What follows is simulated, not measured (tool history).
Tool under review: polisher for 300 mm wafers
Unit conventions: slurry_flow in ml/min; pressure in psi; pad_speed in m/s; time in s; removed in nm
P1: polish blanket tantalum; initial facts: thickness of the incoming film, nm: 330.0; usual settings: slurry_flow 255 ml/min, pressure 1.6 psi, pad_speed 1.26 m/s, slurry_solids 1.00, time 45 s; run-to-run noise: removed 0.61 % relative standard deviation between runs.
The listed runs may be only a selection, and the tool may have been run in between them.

{"run": 1, "hour": 6.0, "slurry_flow": 255, "pressure": 1.6, "pad_speed": 1.26, "slurry_solids": 1.0, "time": 45, "removed": 89.236}
{"run": 2, "hour": 9.6, "slurry_flow": 255, "pressure": 1.6, "pad_speed": 1.26, "slurry_solids": 1.0, "time": 29, "removed": 57.198}
{"run": 3, "hour": 14.6, "slurry_flow": 255, "pressure": 0.7, "pad_speed": 1.26, "slurry_solids": 1.0, "time": 45, "removed": 39.294}
{"run": 4, "hour": 18.0, "slurry_flow": 255, "pressure": 1.6, "pad_speed": 1.26, "slurry_solids": 0.5, "time": 45, "removed": 69.691}
{"run": 5, "hour": 22.0, "slurry_flow": 255, "pressure": 1.6, "pad_speed": 1.26, "slurry_solids": 1.25, "time": 45, "removed": 94.729}
{"run": 6, "hour": 26.4, "slurry_flow": 255, "pressure": 1.6, "pad_speed": 1.26, "slurry_solids": 1.0, "time": 45, "removed": 88.173}
{"run": 7, "hour": 32.0, "slurry_flow": 190, "pressure": 1.6, "pad_speed": 1.26, "slurry_solids": 1.0, "time": 70, "removed": 133.26}
{"hour": 36.7, "done": "slurry nozzle cleaned"}
{"run": 8, "hour": 37.2, "slurry_flow": 255, "pressure": 1.6, "pad_speed": 0.56, "slurry_solids": 1.0, "time": 45, "removed": 39.612}
{"run": 9, "hour": 41.8, "slurry_flow": 255, "pressure": 1.6, "pad_speed": 1.26, "slurry_solids": 1.0, "time": 45, "removed": 88.803}
{"run": 10, "hour": 47.0, "slurry_flow": 355, "pressure": 1.6, "pad_speed": 1.26, "slurry_solids": 1.0, "time": 45, "removed": 91.796}
{"run": 11, "hour": 50.9, "slurry_flow": 155, "pressure": 1.6, "pad_speed": 1.26, "slurry_solids": 1.0, "time": 45, "removed": 82.166}
{"run": 12, "hour": 53.8, "slurry_flow": 255, "pressure": 1.6, "pad_speed": 1.9, "slurry_solids": 1.35, "time": 45, "removed": 144.04}
{"run": 13, "hour": 57.4, "slurry_flow": 255, "pressure": 1.6, "pad_speed": 1.74, "slurry_solids": 1.0, "time": 45, "removed": 123.35}
{"run": 14, "hour": 62.6, "slurry_flow": 255, "pressure": 1.6, "pad_speed": 1.26, "slurry_solids": 1.0, "time": 45, "removed": 89.069}
{"run": 15, "hour": 66.1, "slurry_flow": 255, "pressure": 2.4, "pad_speed": 1.26, "slurry_solids": 1.0, "time": 45, "removed": 134.39}
{"run": 16, "hour": 70.2, "slurry_flow": 255, "pressure": 1.6, "pad_speed": 1.26, "slurry_solids": 1.0, "time": 45, "removed": 88.998}
{"run": 17, "hour": 76.2, "slurry_flow": 255, "pressure": 1.6, "pad_speed": 0.66, "slurry_solids": 1.0, "time": 57, "removed": 59.146}
{"run": 18, "hour": 81.2, "slurry_flow": 255, "pressure": 1.6, "pad_speed": 1.26, "slurry_solids": 1.0, "time": 71, "removed": 140.5}
{"run": 19, "hour": 85.1, "slurry_flow": 255, "pressure": 1.6, "pad_speed": 1.26, "slurry_solids": 1.0, "time": 45, "removed": 88.589}
{"run": 20, "hour": 90.9, "slurry_flow": 255, "pressure": 1.6, "pad_speed": 1.26, "slurry_solids": 1.0, "time": 45, "removed": 89.074}
{"run": 21, "hour": 94.2, "slurry_flow": 255, "pressure": 1.6, "pad_speed": 1.26, "slurry_solids": 1.0, "time": 45, "removed": 86.798}
{"run": 22, "hour": 99.0, "slurry_flow": 255, "pressure": 1.6, "pad_speed": 1.26, "slurry_solids": 1.0, "time": 45, "removed": 84.219}
{"run": 23, "hour": 103.1, "slurry_flow": 255, "pressure": 1.6, "pad_speed": 1.26, "slurry_solids": 1.0, "time": 45, "removed": 83.67}
{"hour": 105.7, "done": "slurry nozzle cleaned"}
{"run": 24, "hour": 107.0, "slurry_flow": 255, "pressure": 1.6, "pad_speed": 1.26, "slurry_solids": 1.0, "time": 45, "removed": 82.862}
{"run": 25, "hour": 112.8, "slurry_flow": 255, "pressure": 1.6, "pad_speed": 1.26, "slurry_solids": 1.0, "time": 45, "removed": 82.855}
{"run": 26, "hour": 115.8, "slurry_flow": 255, "pressure": 1.6, "pad_speed": 1.26, "slurry_solids": 1.0, "time": 45, "removed": 82.821}
{"hour": 116.9, "done": "worn pad replaced by a new one"}
{"run": 27, "hour": 119.2, "slurry_flow": 255, "pressure": 1.6, "pad_speed": 1.26, "slurry_solids": 1.0, "time": 45, "removed": 82.696}
{"run": 28, "hour": 124.7, "slurry_flow": 255, "pressure": 1.6, "pad_speed": 1.26, "slurry_solids": 1.0, "time": 45, "removed": 81.172}
{"run": 29, "hour": 129.9, "slurry_flow": 255, "pressure": 1.6, "pad_speed": 1.26, "slurry_solids": 1.0, "time": 45, "removed": 81.891}
{"run": 30, "hour": 133.1, "slurry_flow": 255, "pressure": 1.6, "pad_speed": 1.26, "slurry_solids": 1.0, "time": 45, "removed": 81.516}

Something has made what P1 gives creep away from where it was; the 2 causes below, each at its own stated size, fit the log equally well:
A: abrasive missing from the slurry, % = 23.3
B: head's pressure below its setpoint, % = 7.97
The creep began at about hour 90.9.
All other causes, with the reason each is excluded:
removal rate lost through wear of the pad, %: serviced after onset, at hour 116.9, with no recovery of the prior output
slurry flow missing at the pad, %: serviced after onset, at hour 105.7, with no recovery of the prior output

Of the 4 check runs below, each run on 5 wafers with the results averaged and each result still a question mark, which one would tell the listed causes apart?
{"run": "check 1", "hour": 136.3, "slurry_flow": 255, "pressure": 2.2, "pad_speed": 1.26, "slurry_solids": 1.0, "time": 45, "removed": "?"}
{"run": "check 2", "hour": 136.3, "slurry_flow": 255, "pressure": 1.6, "pad_speed": 0.6, "slurry_solids": 1.0, "time": 70, "removed": "?"}
{"run": "check 3", "hour": 136.3, "slurry_flow": 255, "pressure": 1.6, "pad_speed": 0.74, "slurry_solids": 1.0, "time": 45, "removed": "?"}
{"run": "check 4", "hour": 136.3, "slurry_flow": 255, "pressure": 2.1, "pad_speed": 1.26, "slurry_solids": 0.7, "time": 45, "removed": "?"}

How each check would come out, cause by cause:
check=check_1 result=removed if_A=112.600 if_B=112.620
check=check_2 result=removed if_A=60.658 if_B=60.669
check=check_3 result=removed if_A=48.093 if_B=48.102
check=check_4 result=removed if_A=93.713 if_B=95.771
How far apart the two closest causes lie, in the result that separates them most: check 1 0.02 %; check 2 0.02 %; check 3 0.02 %; check 4 2.17 %
Check 4 distinguishes between the causes, while the remaining checks would return nearly the same result for all of them.

Here is what check 4 returned: removed 96.008 nm. Which cause is it?

The correct cause is B, namely: head's pressure below its setpoint, %.
